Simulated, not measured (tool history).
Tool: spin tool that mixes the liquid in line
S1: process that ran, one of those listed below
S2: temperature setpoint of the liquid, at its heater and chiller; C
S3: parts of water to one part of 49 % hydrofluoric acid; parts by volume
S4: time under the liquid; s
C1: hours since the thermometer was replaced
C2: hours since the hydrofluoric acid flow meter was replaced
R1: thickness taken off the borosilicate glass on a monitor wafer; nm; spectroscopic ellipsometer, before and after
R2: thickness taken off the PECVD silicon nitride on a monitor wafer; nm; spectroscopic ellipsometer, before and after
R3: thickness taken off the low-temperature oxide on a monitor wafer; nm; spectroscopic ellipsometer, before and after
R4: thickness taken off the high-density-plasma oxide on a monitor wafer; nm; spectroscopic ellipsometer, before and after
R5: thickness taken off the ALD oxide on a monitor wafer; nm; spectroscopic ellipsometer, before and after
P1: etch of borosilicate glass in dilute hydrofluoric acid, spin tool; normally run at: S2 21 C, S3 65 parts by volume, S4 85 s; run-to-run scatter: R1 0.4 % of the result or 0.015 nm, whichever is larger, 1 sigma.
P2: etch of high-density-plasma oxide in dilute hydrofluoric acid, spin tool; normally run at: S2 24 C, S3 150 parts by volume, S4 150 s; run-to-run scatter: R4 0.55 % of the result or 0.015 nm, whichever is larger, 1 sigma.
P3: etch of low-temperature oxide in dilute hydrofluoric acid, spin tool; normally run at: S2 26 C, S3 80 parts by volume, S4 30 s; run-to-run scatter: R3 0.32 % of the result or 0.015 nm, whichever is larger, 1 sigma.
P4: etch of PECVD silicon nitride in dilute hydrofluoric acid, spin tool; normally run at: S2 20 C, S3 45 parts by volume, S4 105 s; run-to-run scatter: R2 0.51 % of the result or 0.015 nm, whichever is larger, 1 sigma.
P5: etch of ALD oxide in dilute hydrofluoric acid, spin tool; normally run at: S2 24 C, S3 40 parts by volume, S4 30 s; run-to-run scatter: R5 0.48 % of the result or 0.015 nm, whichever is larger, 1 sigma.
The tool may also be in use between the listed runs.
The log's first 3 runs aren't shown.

run,day,S1,S2,S3,S4,C1,C2,R1,R2,R3,R4,R5
4,1.375,P4,20,25,105,318.8,437.7,,12.594,,,
5,1.842,P1,17,65,85,330,448.9,45.085,,,,
6,2.396,P3,26,45,30,343.3,462.2,,,16.214,,
7,2.75,P1,21,65,85,351.8,470.7,53.35,,,,
8,3.312,P3,26,80,30,365.3,484.2,,,8.6491,,
9,3.754,P2,20,150,150,375.9,494.8,,,,5.6512,
10,4.025,P2,24,235,150,382.4,501.3,,,,3.8745,
# day 4.362: thermometer replaced
11,4.433,P1,21,65,150,1.7,511.1,93.927,,,,
12,4.825,P1,21,65,85,11.1,520.5,53.675,,,,
13,5.367,P4,17,45,105,24.1,533.5,,5.7572,,,
14,5.679,P5,24,40,15,31.6,541,,,,,3.9237
15,6.104,P1,21,65,85,41.8,551.2,52.897,,,,
16,6.438,P1,25.5,65,85,49.8,559.2,63.575,,,,
17,6.692,P1,21,65,85,55.9,565.3,53.054,,,,
18,6.979,P5,31.5,40,30,62.8,572.2,,,,,10.698
19,7.233,P5,24,40,30,68.9,578.3,,,,,7.8875
20,7.792,P1,17,35,85,82.3,591.7,86.184,,,,
21,8.121,P2,24,150,150,90.2,599.6,,,,6.6916,
22,8.558,P1,21,35,85,100.7,610.1,102.93,,,,
23,9.083,P3,31,80,30,113.3,622.7,,,10.514,,
24,9.35,P1,21,65,85,119.7,629.1,53.118,,,,
25,9.779,P2,24,150,150,130,639.4,,,,6.6849,

Forecast run 26:
26,10.2,P4,20,45,175,140.1,649.5,,?,,,

R2: 11.956 nm

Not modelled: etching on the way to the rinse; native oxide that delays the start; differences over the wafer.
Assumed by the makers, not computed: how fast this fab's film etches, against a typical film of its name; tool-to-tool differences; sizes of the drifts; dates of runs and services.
